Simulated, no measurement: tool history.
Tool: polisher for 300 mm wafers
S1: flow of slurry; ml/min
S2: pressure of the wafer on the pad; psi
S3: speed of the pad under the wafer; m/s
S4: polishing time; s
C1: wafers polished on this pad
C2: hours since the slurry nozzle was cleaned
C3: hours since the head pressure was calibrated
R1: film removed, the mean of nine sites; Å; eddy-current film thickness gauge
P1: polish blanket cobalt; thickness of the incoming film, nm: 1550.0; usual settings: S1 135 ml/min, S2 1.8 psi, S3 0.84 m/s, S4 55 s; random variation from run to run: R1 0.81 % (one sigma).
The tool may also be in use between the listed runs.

{"run": 1, "day": 0.3, "S1": 135, "S2": 1.8, "S3": 0.84, "S4": 55, "C1": 202, "C2": 145.7, "C3": 92.3, "R1": 1962}
{"run": 2, "day": 0.696, "S1": 135, "S2": 1.8, "S3": 0.84, "S4": 55, "C1": 288, "C2": 155.2, "C3": 101.8, "R1": 1953.1}
{"run": 3, "day": 1.133, "S1": 135, "S2": 1.8, "S3": 0.84, "S4": 55, "C1": 383, "C2": 165.7, "C3": 112.3, "R1": 1959.2}
{"run": 4, "day": 1.662, "S1": 135, "S2": 1.8, "S3": 0.44, "S4": 36, "C1": 498, "C2": 178.4, "C3": 125, "R1": 676.88}
{"run": 5, "day": 2.225, "S1": 135, "S2": 1.8, "S3": 0.84, "S4": 55, "C1": 620, "C2": 191.9, "C3": 138.5, "R1": 1934}
{"run": 6, "day": 2.738, "S1": 135, "S2": 1.8, "S3": 0.84, "S4": 80, "C1": 731, "C2": 204.2, "C3": 150.8, "R1": 2784.1}
{"day": 2.792, "done": "slurry nozzle cleaned"}
{"run": 7, "day": 3.183, "S1": 175, "S2": 1.8, "S3": 0.84, "S4": 55, "C1": 828, "C2": 9.5, "C3": 161.5, "R1": 2021.9}
{"run": 8, "day": 3.588, "S1": 135, "S2": 1, "S3": 0.84, "S4": 55, "C1": 916, "C2": 19.2, "C3": 171.2, "R1": 1082}
{"run": 9, "day": 4.229, "S1": 135, "S2": 1.8, "S3": 0.48, "S4": 55, "C1": 1055, "C2": 34.6, "C3": 186.6, "R1": 1120.1}
{"run": 10, "day": 4.829, "S1": 135, "S2": 1.8, "S3": 1.28, "S4": 55, "C1": 1185, "C2": 49, "C3": 201, "R1": 3016}
{"run": 11, "day": 5.125, "S1": 135, "S2": 2.4, "S3": 0.84, "S4": 55, "C1": 1250, "C2": 56.1, "C3": 208.1, "R1": 2559.7}
{"run": 12, "day": 5.604, "S1": 135, "S2": 1.8, "S3": 0.84, "S4": 25, "C1": 1354, "C2": 67.6, "C3": 219.6, "R1": 894.1}
{"run": 13, "day": 6.208, "S1": 80, "S2": 1.8, "S3": 0.84, "S4": 55, "C1": 1485, "C2": 82.1, "C3": 234.1, "R1": 1722.9}

Forecast run 14:
{"run": 14, "day": 6.633, "S1": 135, "S2": 1.8, "S3": 0.84, "S4": 55, "C1": 1577, "C2": 92.3, "C3": 244.3, "R1": "?"}

R1: 1931.1 Å
